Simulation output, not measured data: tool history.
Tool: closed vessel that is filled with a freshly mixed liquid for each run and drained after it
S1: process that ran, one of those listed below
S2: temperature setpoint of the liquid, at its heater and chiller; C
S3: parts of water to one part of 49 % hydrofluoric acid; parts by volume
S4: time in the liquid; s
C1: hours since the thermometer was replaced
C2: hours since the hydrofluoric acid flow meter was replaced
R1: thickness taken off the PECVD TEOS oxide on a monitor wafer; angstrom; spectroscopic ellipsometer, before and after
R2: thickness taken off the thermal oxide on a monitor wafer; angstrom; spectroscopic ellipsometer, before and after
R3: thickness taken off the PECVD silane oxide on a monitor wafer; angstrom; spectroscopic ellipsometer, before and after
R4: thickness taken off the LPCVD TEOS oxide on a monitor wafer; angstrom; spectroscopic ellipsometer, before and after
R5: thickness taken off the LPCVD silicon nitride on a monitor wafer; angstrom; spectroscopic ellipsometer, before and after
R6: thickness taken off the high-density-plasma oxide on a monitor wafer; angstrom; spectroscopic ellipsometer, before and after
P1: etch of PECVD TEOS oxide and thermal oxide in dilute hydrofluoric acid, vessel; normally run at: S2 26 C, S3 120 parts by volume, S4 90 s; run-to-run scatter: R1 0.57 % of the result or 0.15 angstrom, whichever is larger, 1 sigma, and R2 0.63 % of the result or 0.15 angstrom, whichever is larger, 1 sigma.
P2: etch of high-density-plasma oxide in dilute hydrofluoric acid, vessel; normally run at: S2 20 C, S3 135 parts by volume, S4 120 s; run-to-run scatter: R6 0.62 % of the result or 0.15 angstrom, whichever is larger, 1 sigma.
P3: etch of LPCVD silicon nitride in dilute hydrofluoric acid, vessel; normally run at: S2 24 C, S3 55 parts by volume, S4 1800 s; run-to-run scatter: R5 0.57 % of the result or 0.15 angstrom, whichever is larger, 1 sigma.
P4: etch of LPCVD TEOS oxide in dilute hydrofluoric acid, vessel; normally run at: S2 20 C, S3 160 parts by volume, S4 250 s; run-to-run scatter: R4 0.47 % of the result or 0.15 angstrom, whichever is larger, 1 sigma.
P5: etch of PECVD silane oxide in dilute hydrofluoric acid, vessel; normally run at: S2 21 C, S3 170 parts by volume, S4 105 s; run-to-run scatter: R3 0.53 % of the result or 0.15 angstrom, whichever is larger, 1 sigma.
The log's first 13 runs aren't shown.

run,hour,S1,S2,S3,S4,C1,C2,R1,R2,R3,R4,R5,R6
14,182,P2,20,35,120,456,992,,,,,,201.35
15,190.5,P3,24,55,925,464.5,1000.5,,,,,81.549,
16,198.8,P1,26,120,30,472.8,1008.8,32.757,12.304,,,,
17,210.9,P1,26,120,155,484.9,1020.9,170.17,62.791,,,,
18,221.6,P2,20,135,220,495.6,1031.6,,,,,,86.059
19,238.6,P2,20,135,120,512.6,1048.6,,,,,,46.26
20,255.7,P5,17,170,105,529.7,1065.7,,,101.13,,,
21,267.9,P3,24,35,1800,541.9,1077.9,,,,,247.61,
22,284.7,P1,26,120,90,558.7,1094.7,99.383,36.355,,,,
23,294.7,P5,21,255,105,568.7,1104.7,,,72.233,,,
24,305.8,P1,19.5,120,160,579.8,1115.8,136.28,49.957,,,,
25,320.1,P1,26,190,90,594.1,1130.1,57.848,21.178,,,,
26,329.8,P1,32,120,90,603.8,1139.8,123.38,45.27,,,,
27,341.6,P2,24,135,120,615.6,1151.6,,,,,,54.715

The next listed run, before its measurement:
28,354.8,P4,20,80,250,628.8,1164.8,,,,?,,

{"run 28": {"R4": 451.47}}

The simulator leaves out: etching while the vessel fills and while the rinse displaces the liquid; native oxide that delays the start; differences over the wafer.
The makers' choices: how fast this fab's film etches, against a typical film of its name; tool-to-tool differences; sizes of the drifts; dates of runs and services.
